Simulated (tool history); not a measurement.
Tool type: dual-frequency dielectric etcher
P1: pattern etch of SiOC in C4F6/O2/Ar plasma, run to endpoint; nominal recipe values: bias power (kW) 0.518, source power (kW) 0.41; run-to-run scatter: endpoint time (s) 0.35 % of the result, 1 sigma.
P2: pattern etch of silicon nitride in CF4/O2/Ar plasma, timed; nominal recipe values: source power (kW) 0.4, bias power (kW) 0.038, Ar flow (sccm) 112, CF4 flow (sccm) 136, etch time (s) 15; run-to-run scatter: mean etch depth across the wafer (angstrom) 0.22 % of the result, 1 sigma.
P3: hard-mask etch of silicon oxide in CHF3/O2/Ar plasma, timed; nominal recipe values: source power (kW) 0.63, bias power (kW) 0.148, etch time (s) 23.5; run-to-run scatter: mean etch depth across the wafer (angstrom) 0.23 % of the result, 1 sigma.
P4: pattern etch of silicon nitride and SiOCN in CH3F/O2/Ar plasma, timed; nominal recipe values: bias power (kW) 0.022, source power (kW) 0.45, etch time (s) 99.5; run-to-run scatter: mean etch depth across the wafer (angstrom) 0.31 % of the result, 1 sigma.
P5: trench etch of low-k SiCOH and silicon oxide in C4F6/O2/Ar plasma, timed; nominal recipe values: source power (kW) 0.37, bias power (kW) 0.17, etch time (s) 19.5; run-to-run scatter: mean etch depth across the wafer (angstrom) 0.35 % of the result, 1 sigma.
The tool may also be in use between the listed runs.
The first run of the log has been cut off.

run   hour  process that ran  bias power (kW)  source power (kW)  etch time (s)  Ar flow (sccm)  CF4 flow (sccm)  hours since the last wet clean  hours since the last bias power generator calibration  hours since the last source power generator calibration  endpoint time (s)  mean etch depth across the wafer (angstrom)
  2     29                P3            0.148               0.63           23.5                                                            159.6                                                 1336.6                                                    959.2                                                          427.49
  3   43.3                P5            0.239               0.37           19.5                                                            173.9                                                 1350.9                                                    973.5                                                          598.24
  4   59.9                P5             0.17               0.37           19.5                                                            190.5                                                 1367.5                                                    990.1                                                          532.79
  5   68.4                P2            0.038                0.4             15             112              136                             199                                                   1376                                                    998.6                                                          215.57
  6   86.1                P1             0.43               0.56                                                                           216.7                                                 1393.7                                                   1016.3             11.715
  7  102.2                P2            0.038                0.4           11.5             112              136                           232.8                                                 1409.8                                                   1032.4                                                          164.64
  8  114.6                P1            0.518               0.32                                                                           245.2                                                 1422.2                                                   1044.8             13.464
  9  123.5                P4            0.022               0.45          129.5                                                            254.1                                                 1431.1                                                   1053.7                                                           172.3
 10  140.5                P4            0.022               0.29           99.5                                                            271.1                                                 1448.1                                                   1070.7                                                           113.5
 11  156.1                P2            0.038                0.4             15             112              136                           286.7                                                 1463.7                                                   1086.3                                                          215.65
 12  170.3                P5             0.17               0.37             11                                                            300.9                                                 1477.9                                                   1100.5                                                          300.54
 13  183.8                P2            0.038               0.48             15             112              136                           314.4                                                 1491.4                                                     1114                                                          252.69
 14    196                P2            0.038                0.4             15             112              101                           326.6                                                 1503.6                                                   1126.2                                                          207.19
 15  212.1                P3             0.11               0.63           23.5                                                            342.7                                                 1519.7                                                   1142.3                                                          389.46
 16  226.6                P3            0.148               0.63           13.5                                                            357.2                                                 1534.2                                                   1156.8                                                          246.38
 17  234.9                P5             0.17               0.45           19.5                                                            365.5                                                 1542.5                                                   1165.1                                                          576.37
 18  247.8                P2            0.031                0.4             15             112              136                           378.4                                                 1555.4                                                     1178                                                          201.71
 19  256.5                P1            0.518               0.51                                                                           387.1                                                 1564.1                                                   1186.7             11.344
 20  268.7                P1            0.327               0.41                                                                           399.3                                                 1576.3                                                   1198.9             14.481
 21  278.4                P4            0.022               0.45           99.5                                                              409                                                   1586                                                   1208.6                                                          132.77
 22  287.2                P4            0.013               0.45           99.5                                                            417.8                                                 1594.8                                                   1217.4                                                          105.75

What will run 23 give?
 23  297.6                P1            0.518               0.41                                                                           428.2                                                 1605.2                                                   1227.8                  ?

endpoint time (s): 12.291

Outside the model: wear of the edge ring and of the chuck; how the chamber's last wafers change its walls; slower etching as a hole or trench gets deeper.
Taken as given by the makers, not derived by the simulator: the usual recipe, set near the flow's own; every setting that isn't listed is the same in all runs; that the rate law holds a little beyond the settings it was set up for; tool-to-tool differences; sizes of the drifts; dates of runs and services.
